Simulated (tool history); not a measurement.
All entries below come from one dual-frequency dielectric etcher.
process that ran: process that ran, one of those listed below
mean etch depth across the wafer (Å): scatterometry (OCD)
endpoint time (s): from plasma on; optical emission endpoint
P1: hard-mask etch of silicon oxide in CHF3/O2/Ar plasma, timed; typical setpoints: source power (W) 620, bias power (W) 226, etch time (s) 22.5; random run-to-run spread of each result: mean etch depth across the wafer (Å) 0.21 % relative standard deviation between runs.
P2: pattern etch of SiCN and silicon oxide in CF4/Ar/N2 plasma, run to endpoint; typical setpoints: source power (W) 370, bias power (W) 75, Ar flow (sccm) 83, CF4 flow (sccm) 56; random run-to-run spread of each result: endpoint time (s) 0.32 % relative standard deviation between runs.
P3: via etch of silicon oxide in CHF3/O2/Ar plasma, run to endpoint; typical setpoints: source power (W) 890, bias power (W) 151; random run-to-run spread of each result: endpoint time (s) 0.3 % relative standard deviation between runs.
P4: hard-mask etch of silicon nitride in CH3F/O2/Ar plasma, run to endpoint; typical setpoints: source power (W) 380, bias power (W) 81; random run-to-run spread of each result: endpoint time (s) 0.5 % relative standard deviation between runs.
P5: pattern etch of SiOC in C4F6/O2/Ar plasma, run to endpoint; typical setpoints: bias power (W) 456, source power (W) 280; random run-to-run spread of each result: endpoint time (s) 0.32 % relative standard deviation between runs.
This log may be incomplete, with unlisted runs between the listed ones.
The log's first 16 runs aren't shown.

| run | hour | process that ran | source power (W) | bias power (W) | etch time (s) | Ar flow (sccm) | CF4 flow (sccm) | hours since the last wet clean | hours since the last source power generator calibration | hours since the last bias power generator calibration | mean etch depth across the wafer (Å) | endpoint time (s) |
|---|---|---|---|---|---|---|---|---|---|---|---|---|
| 17 | 50.9 | P3 | 890 | 107 |  |  |  | 349.1 | 1864.2 | 428 |  | 357.37 |
| 18 | 52.9 | P1 | 620 | 226 | 22.5 |  |  | 351.1 | 1866.2 | 430 | 496.98 |  |
| 19 | 55.3 | P1 | 620 | 305 | 22.5 |  |  | 353.5 | 1868.6 | 432.4 | 551.93 |  |
| 20 | 58.5 | P2 | 370 | 75 |  | 51 | 56 | 356.7 | 1871.8 | 435.6 |  | 14.313 |
| 21 | 62.2 | P4 | 380 | 81 |  |  |  | 360.4 | 1875.5 | 439.3 |  | 64.071 |
| 22 | 64.5 | P4 | 280 | 81 |  |  |  | 362.7 | 1877.8 | 441.6 |  | 72.37 |
| 23 | 68.2 | P2 | 370 | 75 |  | 83 | 56 | 366.4 | 1881.5 | 445.3 |  | 15.269 |
| 24 | 71.1 | P1 | 620 | 226 | 22.5 |  |  | 369.3 | 1884.4 | 448.2 | 497.98 |  |

The next listed run, before its measurement:
| 25 | 74 | P5 | 180 | 456 |  |  |  | 372.2 | 1887.3 | 451.1 |  | ? |

{"run 25": {"endpoint time (s)": 18.99}}
